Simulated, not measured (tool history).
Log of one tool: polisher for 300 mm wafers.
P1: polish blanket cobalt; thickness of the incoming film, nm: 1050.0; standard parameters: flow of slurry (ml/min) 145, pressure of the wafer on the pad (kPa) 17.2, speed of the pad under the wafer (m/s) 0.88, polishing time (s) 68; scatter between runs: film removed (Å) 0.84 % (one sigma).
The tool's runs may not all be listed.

run,hour,flow of slurry (ml/min),pressure of the wafer on the pad (kPa),speed of the pad under the wafer (m/s),polishing time (s),wafers polished on this pad,hours since the slurry nozzle was cleaned,hours since the head pressure was calibrated,film removed (Å)
1,3.7,145,17.2,0.88,68,903,95.3,226.7,3829.1
2,6.1,145,17.2,0.88,68,925,97.7,229.1,3885.5
3,10.6,145,17.2,0.88,68,966,102.2,233.6,3841.1
4,13.8,145,17.2,1.34,68,995,105.4,236.8,5797.8
5,18.2,145,26.2,0.88,68,1035,109.8,241.2,5853.7
6,22.6,145,8.3,0.88,68,1074,114.2,245.6,1858.3
# hour 25.8: head pressure recalibrated
7,26.2,145,17.2,0.88,68,1107,117.8,0.5,3790.3
8,29.1,145,7.6,0.88,90,1133,120.7,3.4,2242.4
9,33.3,195,17.2,0.88,68,1171,124.9,7.6,3980.8
10,36.0,205,17.2,0.88,38,1196,127.6,10.3,2285.9
11,41.0,145,17.2,0.88,44,1241,132.6,15.3,2476.1
12,44.0,145,17.2,0.52,68,1268,135.6,18.3,2266.7
13,49.3,145,17.2,0.88,68,1316,140.9,23.6,3824.3
14,53.5,145,17.2,0.88,106,1354,145.1,27.8,6082.6

What will run 15 give?
15,58.6,145,22.1,0.88,93,1400,150.2,32.9,?

film removed (Å): 6711.1
